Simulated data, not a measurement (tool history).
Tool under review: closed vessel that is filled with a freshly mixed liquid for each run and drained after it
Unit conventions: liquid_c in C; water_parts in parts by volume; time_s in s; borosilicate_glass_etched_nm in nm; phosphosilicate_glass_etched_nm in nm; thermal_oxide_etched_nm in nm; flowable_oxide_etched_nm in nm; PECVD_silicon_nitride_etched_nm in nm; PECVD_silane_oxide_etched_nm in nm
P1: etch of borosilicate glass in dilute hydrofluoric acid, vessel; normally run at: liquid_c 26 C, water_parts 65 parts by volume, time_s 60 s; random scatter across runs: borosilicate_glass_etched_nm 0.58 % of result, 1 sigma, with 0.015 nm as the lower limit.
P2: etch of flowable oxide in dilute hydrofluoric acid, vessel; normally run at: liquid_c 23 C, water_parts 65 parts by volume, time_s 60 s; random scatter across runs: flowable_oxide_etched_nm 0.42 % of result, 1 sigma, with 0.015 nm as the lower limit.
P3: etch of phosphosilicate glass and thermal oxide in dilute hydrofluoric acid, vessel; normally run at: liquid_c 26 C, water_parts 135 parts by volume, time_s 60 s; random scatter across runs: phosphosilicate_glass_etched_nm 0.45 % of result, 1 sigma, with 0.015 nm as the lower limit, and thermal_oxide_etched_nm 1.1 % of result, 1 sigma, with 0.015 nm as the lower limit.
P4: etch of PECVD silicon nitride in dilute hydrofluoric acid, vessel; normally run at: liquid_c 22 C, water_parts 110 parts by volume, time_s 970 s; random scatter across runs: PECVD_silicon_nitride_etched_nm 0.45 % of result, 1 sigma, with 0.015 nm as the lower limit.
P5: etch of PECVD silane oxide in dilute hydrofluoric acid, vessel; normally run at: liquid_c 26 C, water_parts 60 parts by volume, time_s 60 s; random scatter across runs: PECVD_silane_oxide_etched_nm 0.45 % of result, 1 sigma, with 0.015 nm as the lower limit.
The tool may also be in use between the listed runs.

run     day  process  liquid_c  water_parts  time_s  hours since the thermometer was replaced  hours since the hydrofluoric acid flow meter was replaced  borosilicate_glass_etched_nm  phosphosilicate_glass_etched_nm  thermal_oxide_etched_nm  flowable_oxide_etched_nm  PECVD_silicon_nitride_etched_nm  PECVD_silane_oxide_etched_nm
  1   0.404       P1        26           65      60                                    1170.8                                                     1204.3                         23.81
  2   0.892       P3      32.5          135      60                                    1182.5                                                       1216                                                         77.308                   2.5566
  3     1.2       P2        23           65      60                                    1189.9                                                     1223.4                                                                                                            46.258
  4   1.579       P1      19.5           65      60                                      1199                                                     1232.5                        18.248
  5   1.812       P4        22          110     970                                    1204.6                                                     1238.1                                                                                                                                             43.131
  6   2.154       P2        17           65      60                                    1212.8                                                     1246.3                                                                                                            35.625
  7   2.667       P4        17          110     970                                    1225.1                                                     1258.6                                                                                                                                             30.493
  8   3.046       P2        23           40      60                                    1234.2                                                     1267.7                                                                                                            77.377
  9     3.4       P2        23           65     120                                    1242.7                                                     1276.2                                                                                                             92.02
 10   3.667       P5        26           60      60                                    1249.1                                                     1282.6                                                                                                                                                                            30.29
 11   3.992       P3        26           35      60                                    1256.9                                                     1290.4                                                         266.87                   9.0227
 12   4.271       P1        26           65      30                                    1263.6                                                     1297.1                        11.863
 13   4.546       P5        26           60      60                                    1270.2                                                     1303.7                                                                                                                                                                           30.242
 14   4.988       P1        26           65     115                                    1280.8                                                     1314.3                        45.315
 15   5.392       P5        26           20      60                                    1290.5                                                       1324                                                                                                                                                                           96.519
 16   5.704       P3        26          135      60                                      1298                                                     1331.5                                                         60.656                   2.0441
 17    6.05       P5        26           60      90                                    1306.3                                                     1339.8                                                                                                                                                                           45.938
 18   6.492       P1        26           65      60                                    1316.9                                                     1350.4                         23.86
 19   6.904       P5      32.5           60      60                                    1326.8                                                     1360.3                                                                                                                                                                            39.04
 20   7.321       P3        26          135      30                                    1336.8                                                     1370.3                                                         30.409                    1.073
 21   7.721       P1        26           65      60                                    1346.4                                                     1379.9                         23.66
 22   8.196       P1        26           65      60                                    1357.8                                                     1391.3                        23.891
 23   8.558       P4        22          110    1725                                    1366.5                                                       1400                                                                                                                                             76.536
 24   8.892       P1        26           90      60                                    1374.5                                                       1408                        16.562
 25   9.192       P1        26           35      60                                    1381.7                                                     1415.2                        46.025
 26     9.6       P1      31.5           65      60                                    1391.5                                                       1425                        29.689
      9.729  -- thermometer replaced
 27  10.079       P1        32           95      60                                       8.5                                                     1436.5                         19.76
 28  10.538       P1        26           65      60                                      19.5                                                     1447.5                        23.843
 29  10.992       P1        26           65      60                                      30.4                                                     1458.4                        23.661
 30  11.258       P3        26          135      60                                      36.8                                                     1464.8                                                           60.8                   2.0007
 31  11.721       P4        22           70     970                                      47.9                                                     1475.9                                                                                                                                             67.324
 32  12.071       P1        26           65      60                                      56.3                                                     1484.3                        23.605
 33  12.317       P1        26           65      60                                      62.2                                                     1490.2                        23.242
 34  12.658       P1        26           65      60                                      70.4                                                     1498.4                        22.788
 35  12.933       P1        26           65      60                                        77                                                       1505                        22.359
 36  13.429       P1        26           65      60                                      88.9                                                     1516.9                        22.062
 37  13.712       P1        26           65      60                                      95.7                                                     1523.7                        22.131
 38  13.967       P1        26           65      60                                     101.8                                                     1529.8                        22.005
 39  14.333       P1        26           65      60                                     110.6                                                     1538.6                        21.826

Expected results for the next run?
 40  14.829       P1        26           65      60                                     122.5                                                     1550.5                             ?

For run 40 the tool returned borosilicate_glass_etched_nm 21.785 nm.

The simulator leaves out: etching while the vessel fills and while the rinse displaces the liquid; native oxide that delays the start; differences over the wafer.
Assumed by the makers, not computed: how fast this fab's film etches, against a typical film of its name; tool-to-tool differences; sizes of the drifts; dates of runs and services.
